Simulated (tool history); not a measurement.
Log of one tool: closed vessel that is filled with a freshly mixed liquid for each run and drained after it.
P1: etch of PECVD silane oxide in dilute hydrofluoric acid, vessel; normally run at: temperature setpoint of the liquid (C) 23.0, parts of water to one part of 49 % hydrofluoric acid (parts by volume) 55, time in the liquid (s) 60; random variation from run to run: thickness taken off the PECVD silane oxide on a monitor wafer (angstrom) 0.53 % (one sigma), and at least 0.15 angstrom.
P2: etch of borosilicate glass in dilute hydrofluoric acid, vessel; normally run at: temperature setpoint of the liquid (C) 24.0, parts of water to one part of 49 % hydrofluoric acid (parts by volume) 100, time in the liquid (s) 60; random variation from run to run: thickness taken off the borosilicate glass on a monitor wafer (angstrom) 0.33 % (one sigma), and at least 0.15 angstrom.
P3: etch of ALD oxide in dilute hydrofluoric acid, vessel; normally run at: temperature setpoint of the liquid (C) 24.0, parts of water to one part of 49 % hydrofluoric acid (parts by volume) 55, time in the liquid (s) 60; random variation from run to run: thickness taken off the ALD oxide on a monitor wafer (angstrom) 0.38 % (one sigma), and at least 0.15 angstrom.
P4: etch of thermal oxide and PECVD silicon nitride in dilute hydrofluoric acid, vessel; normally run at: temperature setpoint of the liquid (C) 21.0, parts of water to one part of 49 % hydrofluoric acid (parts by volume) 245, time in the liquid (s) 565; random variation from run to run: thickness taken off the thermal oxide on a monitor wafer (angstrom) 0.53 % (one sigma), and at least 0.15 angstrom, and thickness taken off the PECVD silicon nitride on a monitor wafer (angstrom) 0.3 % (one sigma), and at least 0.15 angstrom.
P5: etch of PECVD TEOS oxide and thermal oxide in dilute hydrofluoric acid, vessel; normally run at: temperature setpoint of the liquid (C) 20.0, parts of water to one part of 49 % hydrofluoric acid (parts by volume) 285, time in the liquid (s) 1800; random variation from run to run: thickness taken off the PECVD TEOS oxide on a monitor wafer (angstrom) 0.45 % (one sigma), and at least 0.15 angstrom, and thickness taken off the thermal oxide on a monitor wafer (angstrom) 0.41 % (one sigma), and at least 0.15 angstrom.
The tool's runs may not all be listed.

run   hour  process that ran  temperature setpoint of the liquid (C)  parts of water to one part of 49 % hydrofluoric acid (parts by volume)  time in the liquid (s)  hours since the thermometer was replaced  hours since the hydrofluoric acid flow meter was replaced  thickness taken off the PECVD silane oxide on a monitor wafer (angstrom)  thickness taken off the borosilicate glass on a monitor wafer (angstrom)  thickness taken off the ALD oxide on a monitor wafer (angstrom)  thickness taken off the thermal oxide on a monitor wafer (angstrom)  thickness taken off the PECVD silicon nitride on a monitor wafer (angstrom)  thickness taken off the PECVD TEOS oxide on a monitor wafer (angstrom)
  1    9.8                P1                                    23.0                                                                      55                      60                                    1140.9                                                       66.6                                                                    405.05
  2   15.8                P2                                    24.0                                                                     100                      60                                    1146.9                                                       72.6                                                                                                                                             151.030
  3   25.0                P3                                    24.0                                                                      55                      60                                    1156.1                                                       81.8                                                                                                                                                                                                              189.370
  4   31.6                P2                                    24.0                                                                     180                      60                                    1162.7                                                       88.4                                                                                                                                              76.424
  5   39.7                P4                                    21.0                                                                     410                     565                                    1170.8                                                       96.5                                                                                                                                                                                                                                                                                    39.640                                                                       62.424
  6   48.9                P1                                    23.0                                                                      55                      95                                    1180.0                                                      105.7                                                                    640.93
  7   55.2                P2                                    24.0                                                                     100                      90                                    1186.3                                                      112.0                                                                                                                                             226.280
  8   61.5                P1                                    31.0                                                                      55                      60                                    1192.6                                                      118.3                                                                    564.61
  9   72.3                P1                                    23.0                                                                      90                      60                                    1203.4                                                      129.1                                                                    237.21
 10   78.5                P1                                    23.0                                                                      55                      60                                    1209.6                                                      135.3                                                                    407.74
 11   89.1                P4                                    21.0                                                                     245                     565                                    1220.2                                                      145.9                                                                                                                                                                                                                                                                                    77.286                                                                      103.480
 12   94.7                P5                                    20.0                                                                     285                    2630                                    1225.8                                                      151.5                                                                                                                                                                                                                                                                                   291.780                                                                                                                                               603.57
 13  103.8                P1                                    23.0                                                                      20                      60                                    1234.9                                                      160.6                                                                   1162.20
 14  111.1                P5                                    20.0                                                                     115                    1800                                    1242.2                                                      167.9                                                                                                                                                                                                                                                                                   587.480                                                                                                                                              1215.30
 15  115.9                P3                                    24.0                                                                      90                      60                                    1247.0                                                      172.7                                                                                                                                                                                                              110.920
 16  122.5                P3                                    32.0                                                                      55                      60                                    1253.6                                                      179.3                                                                                                                                                                                                              259.990
 17  132.8                P5                                    20.0                                                                     285                    1800                                    1263.9                                                      189.6                                                                                                                                                                                                                                                                                   201.490                                                                                                                                               417.04
 18  138.2                P3                                    24.0                                                                      55                      30                                    1269.3                                                      195.0                                                                                                                                                                                                               94.636
 19  146.7                P1                                    18.0                                                                      55                      90                                    1277.8                                                      203.5                                                                    491.34
 20  156.1                P5                                    20.0                                                                     285                    1800                                    1287.2                                                      212.9                                                                                                                                                                                                                                                                                   201.780                                                                                                                                               413.48
 21  162.4                P1                                    18.5                                                                      55                      60                                    1293.5                                                      219.2                                                                    335.47
 22  171.2                P2                                    18.5                                                                     100                      60                                    1302.3                                                      228.0                                                                                                                                             120.790
 23  178.4                P1                                    23.0                                                                      55                      30                                    1309.5                                                      235.2                                                                    202.14
 24  186.1                P1                                    23.0                                                                      55                      60                                    1317.2                                                      242.9                                                                    406.04
 25  196.2                P4                                    21.0                                                                     245                     565                                    1327.3                                                      253.0                                                                                                                                                                                                                                                                                    77.168                                                                      102.450
 26  205.8                P1                                    23.0                                                                      55                      60                                    1336.9                                                      262.6                                                                    404.91
 27  215.9                P4                                    17.5                                                                     245                     565                                    1347.0                                                      272.7                                                                                                                                                                                                                                                                                    67.172                                                                       81.690
 28  222.6                P1                                    23.0                                                                      55                      60                                    1353.7                                                      279.4                                                                    407.95
 29  231.1                P5                                    17.0                                                                     285                    1800                                    1362.2                                                      287.9                                                                                                                                                                                                                                                                                   179.880                                                                                                                                               370.69
 30  239.4                P4                                    21.0                                                                     245                    1135                                    1370.5                                                      296.2                                                                                                                                                                                                                                                                                   156.290                                                                      206.850
 31  250.0                P1                                    23.0                                                                      55                      60                                    1381.1                                                      306.8                                                                    408.82

Forecast run 32:
 32  255.4                P1                                    23.0                                                                      55                      60                                    1386.5                                                      312.2                                                                         ?

Run 32 gave thickness taken off the PECVD silane oxide on a monitor wafer (angstrom) 393.87.
